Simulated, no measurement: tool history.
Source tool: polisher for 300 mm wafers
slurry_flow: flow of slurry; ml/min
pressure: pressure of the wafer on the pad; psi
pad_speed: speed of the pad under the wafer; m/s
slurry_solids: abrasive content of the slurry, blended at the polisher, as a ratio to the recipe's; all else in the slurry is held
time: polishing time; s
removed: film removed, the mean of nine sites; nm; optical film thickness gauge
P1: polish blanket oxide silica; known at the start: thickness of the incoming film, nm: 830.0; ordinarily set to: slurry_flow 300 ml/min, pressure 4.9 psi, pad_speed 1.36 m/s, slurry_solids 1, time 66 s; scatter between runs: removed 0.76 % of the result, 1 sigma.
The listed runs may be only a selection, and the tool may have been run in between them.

| run | hour | slurry_flow | pressure | pad_speed | slurry_solids | time | wafers polished on this pad | hours since the slurry nozzle was cleaned | hours since the head pressure was calibrated | hours since the slurry blender was calibrated | hours since the conditioning disc was replaced | removed |
|---|---|---|---|---|---|---|---|---|---|---|---|---|
| 1 | 9.6 | 300 | 4.9 | 1.36 | 1 | 66 | 639 | 114.9 | 216.1 | 144.7 | 242.8 | 357.02 |
| 2 | 23.8 | 300 | 3.5 | 1.36 | 1 | 66 | 725 | 129.1 | 230.3 | 158.9 | 257 | 257 |
| 3 | 31.9 | 380 | 4.9 | 1.36 | 1 | 66 | 773 | 137.2 | 238.4 | 167 | 265.1 | 359.29 |
| 4 | 41.5 | 300 | 4.9 | 0.98 | 1 | 66 | 831 | 146.8 | 248 | 176.6 | 274.7 | 274.74 |
| 5 | 54.9 | 180 | 4.9 | 1.36 | 1 | 66 | 911 | 160.2 | 261.4 | 190 | 288.1 | 336.03 |
| 6 | 71.3 | 300 | 4.9 | 1.36 | 0.55 | 66 | 1009 | 176.6 | 277.8 | 206.4 | 304.5 | 260.75 |
| 7 | 86.3 | 300 | 4.9 | 1.36 | 1 | 104 | 1099 | 191.6 | 292.8 | 221.4 | 319.5 | 568.03 |
| 8 | 95.6 | 300 | 4.9 | 1.36 | 1 | 66 | 1155 | 200.9 | 302.1 | 230.7 | 328.8 | 354.52 |
| 9 | 110.1 | 300 | 4.9 | 1.36 | 1 | 66 | 1241 | 215.4 | 316.6 | 245.2 | 343.3 | 360.97 |
| 10 | 118.2 | 300 | 4.9 | 1.36 | 1 | 66 | 1290 | 223.5 | 324.7 | 253.3 | 351.4 | 355.78 |
| 11 | 131.3 | 300 | 3.8 | 1.36 | 1 | 100 | 1368 | 236.6 | 337.8 | 266.4 | 364.5 | 425.28 |
| 12 | 140.8 | 300 | 7.8 | 1.36 | 1 | 66 | 1425 | 246.1 | 347.3 | 275.9 | 374 | 566.36 |
| 13 | 154 | 300 | 4.9 | 1.36 | 1 | 66 | 1504 | 259.3 | 360.5 | 289.1 | 387.2 | 354.46 |
| 14 | 164.6 | 300 | 4.9 | 1.36 | 1.4 | 66 | 1568 | 269.9 | 371.1 | 299.7 | 397.8 | 415.15 |
| 15 | 176.8 | 300 | 4.9 | 1.36 | 1 | 30 | 1641 | 282.1 | 383.3 | 311.9 | 410 | 163.4 |
| 16 | 191.8 | 300 | 4.9 | 1.78 | 1 | 66 | 1731 | 297.1 | 398.3 | 326.9 | 425 | 442.34 |
|  | 203.9 | slurry blender recalibrated |
| 17 | 207.8 | 300 | 4.9 | 1.36 | 1 | 66 | 1827 | 313.1 | 414.3 | 4 | 441 | 356.01 |
| 18 | 216.4 | 300 | 4.9 | 1.8 | 1.3 | 66 | 1878 | 321.7 | 422.9 | 12.6 | 449.6 | 498.17 |
| 19 | 227.5 | 300 | 4.9 | 1.36 | 1 | 66 | 1945 | 332.8 | 434 | 23.7 | 460.7 | 358.11 |
| 20 | 241.8 | 300 | 4.9 | 1.36 | 1 | 66 | 2030 | 347.1 | 448.3 | 38 | 475 | 333.38 |
| 21 | 255.2 | 300 | 4.9 | 1.36 | 1 | 66 | 2111 | 360.5 | 461.7 | 51.4 | 488.4 | 320.17 |
| 22 | 262.6 | 300 | 4.9 | 1.36 | 1 | 66 | 2155 | 367.9 | 469.1 | 58.8 | 495.8 | 319.68 |

Predict the results of run 23:
|  | 270.6 | conditioning disc replaced and pad reconditioned |
|  | 271.1 | head pressure recalibrated |
| 23 | 272.7 | 300 | 4.9 | 1.36 | 1 | 66 | 2215 | 378 | 1.7 | 68.9 | 2.2 | ? |

{"run 23": {"removed": 316.93}}
